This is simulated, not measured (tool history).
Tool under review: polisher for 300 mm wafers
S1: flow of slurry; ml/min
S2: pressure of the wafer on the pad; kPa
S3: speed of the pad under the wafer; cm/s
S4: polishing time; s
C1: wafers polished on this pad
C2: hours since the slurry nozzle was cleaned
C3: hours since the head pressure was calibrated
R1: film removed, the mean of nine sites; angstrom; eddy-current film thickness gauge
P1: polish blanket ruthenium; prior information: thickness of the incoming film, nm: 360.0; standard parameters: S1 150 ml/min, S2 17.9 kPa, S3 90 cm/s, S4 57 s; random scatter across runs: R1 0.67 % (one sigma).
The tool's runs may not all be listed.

{"run": 1, "hour": 8.6, "S1": 150, "S2": 17.9, "S3": 90, "S4": 57, "C1": 267, "C2": 98.9, "C3": 281.3, "R1": 775.31}
{"run": 2, "hour": 14.5, "S1": 150, "S2": 17.9, "S3": 90, "S4": 57, "C1": 321, "C2": 104.8, "C3": 287.2, "R1": 784.16}
{"run": 3, "hour": 19.8, "S1": 150, "S2": 8.3, "S3": 90, "S4": 57, "C1": 369, "C2": 110.1, "C3": 292.5, "R1": 360.56}
{"run": 4, "hour": 25.2, "S1": 150, "S2": 23.4, "S3": 56, "S4": 57, "C1": 419, "C2": 115.5, "C3": 297.9, "R1": 639.22}
{"run": 5, "hour": 30.6, "S1": 150, "S2": 17.9, "S3": 90, "S4": 57, "C1": 468, "C2": 120.9, "C3": 303.3, "R1": 785.79}
{"run": 6, "hour": 35.1, "S1": 150, "S2": 27.6, "S3": 90, "S4": 57, "C1": 509, "C2": 125.4, "C3": 307.8, "R1": 1198.7}
{"run": 7, "hour": 41.5, "S1": 150, "S2": 17.9, "S3": 142, "S4": 57, "C1": 568, "C2": 131.8, "C3": 314.2, "R1": 1232.2}
{"run": 8, "hour": 48.6, "S1": 150, "S2": 17.9, "S3": 90, "S4": 57, "C1": 633, "C2": 138.9, "C3": 321.3, "R1": 776.58}
{"run": 9, "hour": 55.9, "S1": 90, "S2": 17.9, "S3": 90, "S4": 57, "C1": 700, "C2": 146.2, "C3": 328.6, "R1": 703.84}
{"run": 10, "hour": 61.8, "S1": 150, "S2": 17.9, "S3": 66, "S4": 57, "C1": 754, "C2": 152.1, "C3": 334.5, "R1": 570.83}
{"hour": 62.9, "done": "head pressure recalibrated"}
{"run": 11, "hour": 67.2, "S1": 150, "S2": 17.9, "S3": 90, "S4": 57, "C1": 803, "C2": 157.5, "C3": 4.4, "R1": 772.1}
{"run": 12, "hour": 74.7, "S1": 150, "S2": 17.9, "S3": 90, "S4": 41, "C1": 872, "C2": 165, "C3": 11.9, "R1": 564.1}
{"run": 13, "hour": 80.6, "S1": 150, "S2": 17.9, "S3": 90, "S4": 72, "C1": 926, "C2": 170.9, "C3": 17.8, "R1": 979.29}
{"run": 14, "hour": 86.3, "S1": 195, "S2": 17.9, "S3": 90, "S4": 57, "C1": 978, "C2": 176.6, "C3": 23.5, "R1": 808.08}
{"run": 15, "hour": 96.0, "S1": 200, "S2": 22.1, "S3": 90, "S4": 57, "C1": 1067, "C2": 186.3, "C3": 33.2, "R1": 1007.8}
{"run": 16, "hour": 103.7, "S1": 150, "S2": 17.9, "S3": 90, "S4": 57, "C1": 1137, "C2": 194, "C3": 40.9, "R1": 787.12}
{"run": 17, "hour": 111.4, "S1": 150, "S2": 17.9, "S3": 90, "S4": 57, "C1": 1208, "C2": 201.7, "C3": 48.6, "R1": 757.55}
{"run": 18, "hour": 117.0, "S1": 150, "S2": 17.9, "S3": 90, "S4": 57, "C1": 1259, "C2": 207.3, "C3": 54.2, "R1": 749.36}
{"run": 19, "hour": 124.2, "S1": 150, "S2": 17.9, "S3": 90, "S4": 57, "C1": 1325, "C2": 214.5, "C3": 61.4, "R1": 735.58}
{"hour": 132.1, "done": "worn pad replaced by a new one"}
{"run": 20, "hour": 132.4, "S1": 150, "S2": 17.9, "S3": 90, "S4": 57, "C1": 3, "C2": 222.7, "C3": 69.6, "R1": 722.65}
{"run": 21, "hour": 137.6, "S1": 150, "S2": 17.9, "S3": 90, "S4": 57, "C1": 51, "C2": 227.9, "C3": 74.8, "R1": 722.79}
{"run": 22, "hour": 145.3, "S1": 150, "S2": 17.9, "S3": 90, "S4": 57, "C1": 121, "C2": 235.6, "C3": 82.5, "R1": 720.9}
{"run": 23, "hour": 149.8, "S1": 150, "S2": 17.9, "S3": 90, "S4": 57, "C1": 162, "C2": 240.1, "C3": 87, "R1": 715.56}
{"run": 24, "hour": 159.9, "S1": 150, "S2": 17.9, "S3": 90, "S4": 57, "C1": 255, "C2": 250.2, "C3": 97.1, "R1": 716.55}
{"run": 25, "hour": 169.3, "S1": 150, "S2": 17.9, "S3": 90, "S4": 57, "C1": 341, "C2": 259.6, "C3": 106.5, "R1": 711.7}

P1 no longer gives what it gave before; its output has crept away from where it was. The following 2 causes, each at its listed size, fit the log equally well:
A: slurry flow missing at the pad, % = 35.4
B: head's pressure below its setpoint, % = 8.81
Creep in the process output first set in at about hour 103.7.
Excluded causes, each with its reason:
removal rate lost through wear of the pad, %: serviced at hour 132.1, which brought nothing back

Which of the 4 check runs listed below separates the causes, so that each cause would produce a clearly different result? Each run uses one wafer, and its results are marked with question marks.
{"run": "check 1", "hour": 178.7, "S1": 150, "S2": 17.9, "S3": 132, "S4": 57, "R1": "?"}
{"run": "check 2", "hour": 178.7, "S1": 90, "S2": 17.9, "S3": 114, "S4": 57, "R1": "?"}
{"run": "check 3", "hour": 178.7, "S1": 150, "S2": 27.6, "S3": 90, "S4": 57, "R1": "?"}
{"run": "check 4", "hour": 178.7, "S1": 150, "S2": 17.9, "S3": 126, "S4": 57, "R1": "?"}

What every check run would give for each of its results, assuming each possible cause in turn:
check=check_1 result=R1 if_A=1045.1 if_B=1045.3
check=check_2 result=R1 if_A=766.38 if_B=807.21
check=check_3 result=R1 if_A=1096.3 if_B=1096.4
check=check_4 result=R1 if_A=997.63 if_B=997.74
Per-check spread between the two closest causes, in the result where they differ most: check 1 0.01 %; check 2 5.19 %; check 3 0.01 %; check 4 0.01 %
Check 2 is the one run that separates the causes; every other check would come out nearly the same whichever cause is at work.

Here is what check 2 returned: R1 768.09 angstrom. Which cause is it?

The cause is A: slurry flow missing at the pad, %.
